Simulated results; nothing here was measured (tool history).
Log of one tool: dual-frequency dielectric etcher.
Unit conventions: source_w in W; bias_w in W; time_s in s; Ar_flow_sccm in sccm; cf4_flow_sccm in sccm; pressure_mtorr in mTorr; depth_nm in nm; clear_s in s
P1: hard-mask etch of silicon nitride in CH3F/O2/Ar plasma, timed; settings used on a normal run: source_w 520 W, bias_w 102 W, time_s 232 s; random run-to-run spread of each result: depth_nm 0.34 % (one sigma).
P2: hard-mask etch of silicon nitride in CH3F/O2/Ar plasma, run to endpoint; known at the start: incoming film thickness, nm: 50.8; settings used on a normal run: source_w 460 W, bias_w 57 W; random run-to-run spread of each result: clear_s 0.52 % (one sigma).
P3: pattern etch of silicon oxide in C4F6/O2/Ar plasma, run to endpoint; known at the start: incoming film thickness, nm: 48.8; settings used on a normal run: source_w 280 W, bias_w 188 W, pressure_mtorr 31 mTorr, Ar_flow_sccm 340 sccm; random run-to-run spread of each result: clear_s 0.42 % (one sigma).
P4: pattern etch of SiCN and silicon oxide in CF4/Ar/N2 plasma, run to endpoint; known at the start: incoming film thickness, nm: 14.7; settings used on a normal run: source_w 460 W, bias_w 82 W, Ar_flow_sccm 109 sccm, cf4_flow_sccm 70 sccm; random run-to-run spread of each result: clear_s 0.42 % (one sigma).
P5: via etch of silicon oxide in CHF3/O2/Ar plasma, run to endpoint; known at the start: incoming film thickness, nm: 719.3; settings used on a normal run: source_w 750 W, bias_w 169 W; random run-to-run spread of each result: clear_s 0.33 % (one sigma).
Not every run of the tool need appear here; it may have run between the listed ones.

run	hour	process	source_w	bias_w	time_s	Ar_flow_sccm	cf4_flow_sccm	pressure_mtorr	hours since the last wet clean	hours since the last source power generator calibration	hours since the last bias power generator calibration	depth_nm	clear_s
1	8.6	P1	520	102	232				211.3	541	2196.3	203.67	
2	18.8	P1	520	68	232				221.5	551.2	2206.5	177.38	
3	36.6	P4	460	82		109	70		239.3	569	2224.3		16.035
4	55.3	P2	460	57					258	587.7	2243		76.246
5	72.9	P2	330	57					275.6	605.3	2260.6		86.632
6	85.2	P3	340	188		340		31	287.9	617.6	2272.9		16.185
7	95.5	P1	520	143	232				298.2	627.9	2283.2	231.65	
8	103.8	P2	460	36					306.5	636.2	2291.5		87.434
9	118.2	P3	280	188		340		37.5	320.9	650.6	2305.9		17.969
10	126.4	P1	520	102	232				329.1	658.8	2314.1	204.38	
11	135.7	P3	280	152		340		31	338.4	668.1	2323.4		18.72
12	148.2	P5	750	217					350.9	680.6	2335.9		315.03
# hour 153: bias power generator calibrated
13	165.8	P1	520	102	232				368.5	698.2	12.9	203.07	
14	176.6	P4	280	82		109	70		379.3	709	23.7		24.868
15	194.8	P1	520	102	232				397.5	727.2	41.9	203.27	
16	206.6	P3	280	188		340		31	409.3	739	53.7		17.594
17	223	P5	1050	169					425.7	755.4	70.1		302.3
18	234.6	P5	750	169					437.3	767	81.7		343.97
19	246.8	P4	460	97		109	70		449.5	779.2	93.9		15.062
20	261.6	P4	460	82		154	70		464.3	794	108.7		17.057
21	269.9	P1	520	142	329.5				472.6	802.3	117	328.68	
22	281.1	P4	460	82		109	90		483.8	813.5	128.2		15.398
23	290.1	P1	310	102	232				492.8	822.5	137.2	167.61	
24	306.8	P1	520	102	336.5				509.5	839.2	153.9	295.4	
25	315.8	P5	750	169					518.5	848.2	162.9		345.36
26	330.2	P1	520	102	232				532.9	862.6	177.3	203.32	
27	348.5	P1	720	102	232				551.2	880.9	195.6	230.05	
28	362.7	P1	520	102	157.5				565.4	895.1	209.8	138.36	
29	372.7	P2	460	57					575.4	905.1	219.8		76.125
30	389	P3	280	188		210		31	591.7	921.4	236.1		16.548
31	398.5	P3	280	188		340		31	601.2	930.9	245.6		17.47
32	417	P1	420	74	232				619.7	949.4	264.1	167.95	
33	430	P1	520	102	232				632.7	962.4	277.1	203.95	
34	448.2	P1	520	102	232				650.9	980.6	295.3	205.55	
35	463.2	P1	520	102	232				665.9	995.6	310.3	204.75	
36	473	P1	520	102	232				675.7	1005.4	320.1	206.97	

Estimate the outcome of run 37 from the log above:
37	486.4	P1	520	102	232				689.1	1018.8	333.5	?	

Logged for run 37: depth_nm 206.93 nm.
